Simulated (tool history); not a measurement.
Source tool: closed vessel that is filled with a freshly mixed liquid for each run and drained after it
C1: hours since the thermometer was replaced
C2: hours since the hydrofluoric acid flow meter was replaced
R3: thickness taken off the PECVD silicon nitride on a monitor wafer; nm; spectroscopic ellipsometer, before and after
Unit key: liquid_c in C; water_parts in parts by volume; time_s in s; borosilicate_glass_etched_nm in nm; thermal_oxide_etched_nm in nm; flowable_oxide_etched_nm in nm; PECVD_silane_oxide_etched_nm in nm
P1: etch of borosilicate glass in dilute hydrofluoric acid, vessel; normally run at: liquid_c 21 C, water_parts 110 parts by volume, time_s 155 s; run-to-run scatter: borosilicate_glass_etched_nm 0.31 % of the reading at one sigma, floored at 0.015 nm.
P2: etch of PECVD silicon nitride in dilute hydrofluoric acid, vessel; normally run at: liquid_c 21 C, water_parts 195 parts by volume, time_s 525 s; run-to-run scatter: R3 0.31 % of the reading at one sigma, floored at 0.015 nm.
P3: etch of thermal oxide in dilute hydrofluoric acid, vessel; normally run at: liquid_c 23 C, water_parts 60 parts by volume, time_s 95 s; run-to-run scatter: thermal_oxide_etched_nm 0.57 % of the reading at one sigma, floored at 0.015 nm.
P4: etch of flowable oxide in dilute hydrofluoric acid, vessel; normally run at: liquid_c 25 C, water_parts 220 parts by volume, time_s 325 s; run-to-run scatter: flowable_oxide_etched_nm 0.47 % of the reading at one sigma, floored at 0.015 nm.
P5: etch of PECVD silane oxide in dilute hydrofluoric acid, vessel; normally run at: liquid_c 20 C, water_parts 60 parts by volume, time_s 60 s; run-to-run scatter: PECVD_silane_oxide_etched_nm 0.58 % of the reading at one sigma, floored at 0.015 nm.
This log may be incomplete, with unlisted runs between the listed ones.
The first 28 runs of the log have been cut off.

run 29 day=5.058 | process=P5 liquid_c=20 water_parts=60 time_s=100 | C1=591 C2=336.6 | PECVD_silane_oxide_etched_nm=73.319
run 30 day=5.238 | process=P1 liquid_c=21 water_parts=110 time_s=155 | C1=595.3 C2=340.9 | borosilicate_glass_etched_nm=37.027
run 31 day=5.354 | process=P1 liquid_c=21 water_parts=110 time_s=155 | C1=598.1 C2=343.7 | borosilicate_glass_etched_nm=37.091
run 32 day=5.521 | process=P1 liquid_c=27.5 water_parts=110 time_s=155 | C1=602.1 C2=347.7 | borosilicate_glass_etched_nm=47.586
run 33 day=5.629 | process=P4 liquid_c=25 water_parts=220 time_s=125 | C1=604.7 C2=350.3 | flowable_oxide_etched_nm=19.276
run 34 day=5.833 | process=P1 liquid_c=21 water_parts=110 time_s=155 | C1=609.6 C2=355.2 | borosilicate_glass_etched_nm=36.936
run 35 day=6.062 | process=P1 liquid_c=21 water_parts=110 time_s=155 | C1=615.1 C2=360.7 | borosilicate_glass_etched_nm=36.763
run 36 day=6.204 | process=P1 liquid_c=21 water_parts=110 time_s=155 | C1=618.5 C2=364.1 | borosilicate_glass_etched_nm=37.706
run 37 day=6.4 | process=P1 liquid_c=21 water_parts=110 time_s=155 | C1=623.2 C2=368.8 | borosilicate_glass_etched_nm=38.476
run 38 day=6.579 | process=P1 liquid_c=21 water_parts=110 time_s=155 | C1=627.5 C2=373.1 | borosilicate_glass_etched_nm=38.981
run 39 day=6.733 | process=P1 liquid_c=21 water_parts=110 time_s=155 | C1=631.2 C2=376.8 | borosilicate_glass_etched_nm=39.111

The next listed run, before its measurement:
run 40 day=6.917 | process=P1 liquid_c=21 water_parts=110 time_s=155 | C1=635.6 C2=381.2 | borosilicate_glass_etched_nm=?

{"run 40": {"borosilicate_glass_etched_nm": 39.188}}
